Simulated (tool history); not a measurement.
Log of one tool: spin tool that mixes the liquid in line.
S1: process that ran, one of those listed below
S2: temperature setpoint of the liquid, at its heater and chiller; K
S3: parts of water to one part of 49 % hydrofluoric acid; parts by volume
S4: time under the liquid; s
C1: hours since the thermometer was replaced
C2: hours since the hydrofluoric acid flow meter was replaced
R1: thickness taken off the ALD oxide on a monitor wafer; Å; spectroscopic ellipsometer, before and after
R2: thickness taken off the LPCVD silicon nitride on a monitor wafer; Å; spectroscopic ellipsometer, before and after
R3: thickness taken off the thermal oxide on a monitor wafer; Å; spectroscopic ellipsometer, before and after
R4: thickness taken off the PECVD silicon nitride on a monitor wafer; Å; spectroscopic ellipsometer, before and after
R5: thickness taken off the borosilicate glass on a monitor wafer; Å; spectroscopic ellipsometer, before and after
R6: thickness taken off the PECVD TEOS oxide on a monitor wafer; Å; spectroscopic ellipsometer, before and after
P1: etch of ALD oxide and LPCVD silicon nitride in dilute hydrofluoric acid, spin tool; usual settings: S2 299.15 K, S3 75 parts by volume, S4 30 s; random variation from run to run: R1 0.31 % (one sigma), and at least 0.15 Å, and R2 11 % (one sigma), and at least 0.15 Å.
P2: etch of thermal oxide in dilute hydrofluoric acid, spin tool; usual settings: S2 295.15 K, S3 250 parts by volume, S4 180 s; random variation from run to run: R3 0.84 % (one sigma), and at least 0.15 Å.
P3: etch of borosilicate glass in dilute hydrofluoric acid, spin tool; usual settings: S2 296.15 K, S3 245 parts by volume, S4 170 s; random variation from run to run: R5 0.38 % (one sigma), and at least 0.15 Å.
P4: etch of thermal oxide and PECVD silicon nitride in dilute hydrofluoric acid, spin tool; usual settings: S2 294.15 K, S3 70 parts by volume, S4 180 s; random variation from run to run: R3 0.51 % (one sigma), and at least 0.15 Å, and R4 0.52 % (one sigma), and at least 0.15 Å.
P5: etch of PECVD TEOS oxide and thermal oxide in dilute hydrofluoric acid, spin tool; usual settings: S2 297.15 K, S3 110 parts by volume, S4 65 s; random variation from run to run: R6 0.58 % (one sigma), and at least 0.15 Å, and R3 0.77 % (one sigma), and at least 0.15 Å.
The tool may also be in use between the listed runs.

{"run": 1, "hour": 4.4, "S1": "P1", "S2": 299.15, "S3": 75, "S4": 30, "C1": 162.8, "C2": 315.2, "R1": 76.793, "R2": 2.2233}
{"run": 2, "hour": 9.6, "S1": "P2", "S2": 295.15, "S3": 155, "S4": 180, "C1": 168, "C2": 320.4, "R3": 46.418}
{"run": 3, "hour": 12.4, "S1": "P4", "S2": 294.15, "S3": 70, "S4": 180, "C1": 170.8, "C2": 323.2, "R3": 109.71, "R4": 121.92}
{"run": 4, "hour": 15.2, "S1": "P4", "S2": 294.15, "S3": 70, "S4": 180, "C1": 173.6, "C2": 326, "R3": 109.51, "R4": 119.41}
{"run": 5, "hour": 18.6, "S1": "P1", "S2": 299.15, "S3": 120, "S4": 45, "C1": 177, "C2": 329.4, "R1": 67.857, "R2": 2.2672}
{"run": 6, "hour": 23.7, "S1": "P3", "S2": 296.15, "S3": 75, "S4": 170, "C1": 182.1, "C2": 334.5, "R5": 523.48}
{"run": 7, "hour": 26.4, "S1": "P3", "S2": 290.15, "S3": 245, "S4": 170, "C1": 184.8, "C2": 337.2, "R5": 106.69}
{"run": 8, "hour": 32.0, "S1": "P5", "S2": 297.15, "S3": 110, "S4": 65, "C1": 190.4, "C2": 342.8, "R3": 26.105, "R6": 55.317}
{"run": 9, "hour": 34.9, "S1": "P4", "S2": 302.65, "S3": 70, "S4": 180, "C1": 193.3, "C2": 345.7, "R3": 154.94, "R4": 212.78}
{"run": 10, "hour": 37.8, "S1": "P2", "S2": 295.15, "S3": 250, "S4": 30, "C1": 196.2, "C2": 348.6, "R3": 4.2787}
{"run": 11, "hour": 43.3, "S1": "P1", "S2": 299.15, "S3": 75, "S4": 30, "C1": 201.7, "C2": 354.1, "R1": 76.365, "R2": 2.4311}
{"run": 12, "hour": 46.4, "S1": "P1", "S2": 299.15, "S3": 75, "S4": 45, "C1": 204.8, "C2": 357.2, "R1": 114.38, "R2": 3.4125}
{"run": 13, "hour": 50.4, "S1": "P2", "S2": 295.15, "S3": 250, "S4": 180, "C1": 208.8, "C2": 361.2, "R3": 26.168}
{"run": 14, "hour": 55.0, "S1": "P1", "S2": 299.15, "S3": 135, "S4": 30, "C1": 213.4, "C2": 365.8, "R1": 39.501, "R2": 0.94647}
{"run": 15, "hour": 60.4, "S1": "P4", "S2": 294.15, "S3": 125, "S4": 180, "C1": 218.8, "C2": 371.2, "R3": 58.065, "R4": 68.423}
{"run": 16, "hour": 63.5, "S1": "P1", "S2": 299.15, "S3": 75, "S4": 30, "C1": 221.9, "C2": 374.3, "R1": 76.965, "R2": 2.3852}
{"run": 17, "hour": 66.7, "S1": "P4", "S2": 294.15, "S3": 70, "S4": 310, "C1": 225.1, "C2": 377.5, "R3": 189.21, "R4": 209.43}
{"run": 18, "hour": 70.7, "S1": "P1", "S2": 299.15, "S3": 75, "S4": 30, "C1": 229.1, "C2": 381.5, "R1": 76.439, "R2": 2.6013}
{"run": 19, "hour": 74.8, "S1": "P5", "S2": 297.15, "S3": 65, "S4": 65, "C1": 233.2, "C2": 385.6, "R3": 46.57, "R6": 97.745}
{"run": 20, "hour": 80.4, "S1": "P1", "S2": 306.65, "S3": 75, "S4": 30, "C1": 238.8, "C2": 391.2, "R1": 102.3, "R2": 4.7179}
{"run": 21, "hour": 85.2, "S1": "P2", "S2": 290.15, "S3": 250, "S4": 180, "C1": 243.6, "C2": 396, "R3": 21.571}
{"run": 22, "hour": 90.3, "S1": "P1", "S2": 299.15, "S3": 75, "S4": 30, "C1": 248.7, "C2": 401.1, "R1": 76.469, "R2": 2.7953}
{"run": 23, "hour": 93.6, "S1": "P3", "S2": 296.15, "S3": 245, "S4": 285, "C1": 252, "C2": 404.4, "R5": 222.77}
{"run": 24, "hour": 97.1, "S1": "P3", "S2": 296.15, "S3": 245, "S4": 170, "C1": 255.5, "C2": 407.9, "R5": 133.26}
{"run": 25, "hour": 102.0, "S1": "P1", "S2": 293.15, "S3": 75, "S4": 30, "C1": 260.4, "C2": 412.8, "R1": 59.689, "R2": 1.71}
{"run": 26, "hour": 105.0, "S1": "P5", "S2": 297.15, "S3": 110, "S4": 25, "C1": 263.4, "C2": 415.8, "R3": 9.9248, "R6": 20.792}
{"run": 27, "hour": 108.0, "S1": "P1", "S2": 299.15, "S3": 75, "S4": 15, "C1": 266.4, "C2": 418.8, "R1": 38.791, "R2": 0.90758}
{"run": 28, "hour": 114.0, "S1": "P5", "S2": 300.65, "S3": 110, "S4": 65, "C1": 272.4, "C2": 424.8, "R3": 29.97, "R6": 62.439}
{"run": 29, "hour": 118.9, "S1": "P1", "S2": 299.15, "S3": 75, "S4": 30, "C1": 277.3, "C2": 429.7, "R1": 76.956, "R2": 2.3778}
{"run": 30, "hour": 123.0, "S1": "P1", "S2": 299.15, "S3": 30, "S4": 30, "C1": 281.4, "C2": 433.8, "R1": 203.47, "R2": 5.8064}
{"run": 31, "hour": 126.0, "S1": "P5", "S2": 297.15, "S3": 110, "S4": 65, "C1": 284.4, "C2": 436.8, "R3": 25.87, "R6": 54.353}
{"run": 32, "hour": 130.2, "S1": "P1", "S2": 299.15, "S3": 75, "S4": 30, "C1": 288.6, "C2": 441, "R1": 76.824, "R2": 2.298}
{"run": 33, "hour": 136.3, "S1": "P1", "S2": 299.15, "S3": 75, "S4": 30, "C1": 294.7, "C2": 447.1, "R1": 78.871, "R2": 2.544}
{"run": 34, "hour": 140.0, "S1": "P1", "S2": 299.15, "S3": 75, "S4": 30, "C1": 298.4, "C2": 450.8, "R1": 80.016, "R2": 2.6186}
{"run": 35, "hour": 142.9, "S1": "P1", "S2": 299.15, "S3": 75, "S4": 30, "C1": 301.3, "C2": 453.7, "R1": 80.374, "R2": 2.6727}
{"run": 36, "hour": 146.0, "S1": "P1", "S2": 299.15, "S3": 75, "S4": 30, "C1": 304.4, "C2": 456.8, "R1": 80.807, "R2": 3.0718}
{"run": 37, "hour": 149.3, "S1": "P1", "S2": 299.15, "S3": 75, "S4": 30, "C1": 307.7, "C2": 460.1, "R1": 80.954, "R2": 2.4919}
{"run": 38, "hour": 152.3, "S1": "P1", "S2": 299.15, "S3": 75, "S4": 30, "C1": 310.7, "C2": 463.1, "R1": 81.051, "R2": 2.7737}
{"run": 39, "hour": 155.2, "S1": "P1", "S2": 299.15, "S3": 75, "S4": 30, "C1": 313.6, "C2": 466, "R1": 81.284, "R2": 2.3806}
{"run": 40, "hour": 158.4, "S1": "P1", "S2": 299.15, "S3": 75, "S4": 30, "C1": 316.8, "C2": 469.2, "R1": 82.06, "R2": 2.0959}
{"run": 41, "hour": 163.8, "S1": "P1", "S2": 299.15, "S3": 75, "S4": 30, "C1": 322.2, "C2": 474.6, "R1": 81.604, "R2": 3.1021}

What P1 gives has crept away from where it was. These 2 causes fit the log equally well, each at the size given:
A: liquid hotter than its thermometer reads (K) = 1.56
B: hydrofluoric acid flow above the setpoint (%) = 5.73
The creep began at about hour 130.2.

4 check runs are offered, one wafer each, their results left as question marks. Which one tells the causes apart?
{"run": "check 1", "hour": 169.2, "S1": "P2", "S2": 295.15, "S3": 160, "S4": 90, "R3": "?"}
{"run": "check 2", "hour": 169.2, "S1": "P5", "S2": 297.15, "S3": 65, "S4": 30, "R3": "?", "R6": "?"}
{"run": "check 3", "hour": 169.2, "S1": "P3", "S2": 290.65, "S3": 245, "S4": 170, "R5": "?"}
{"run": "check 4", "hour": 169.2, "S1": "P4", "S2": 301.65, "S3": 95, "S4": 180, "R3": "?", "R4": "?"}

What each check would give under each cause:
check=check_1 result=R3 if_A=23.633 if_B=23.755
check=check_2 result=R3 if_A=22.959 if_B=22.896
check=check_2 result=R6 if_A=48.105 if_B=47.971
check=check_3 result=R5 if_A=114.92 if_B=115.8
check=check_4 result=R3 if_A=111.93 if_B=112.35
check=check_4 result=R4 if_A=161.79 if_B=154.98
How far apart the two closest causes lie, in the result that separates them most: check 1 0.51 %; check 2 0.28 %; check 3 0.77 %; check 4 4.3 %
Only check 4 tells the causes apart: in the others they would give nearly the same result.

Then check 4 was run and gave: R3 112.94 Å; R4 154.87 Å. Which cause is it?

It is B: hydrofluoric acid flow above the setpoint (%).
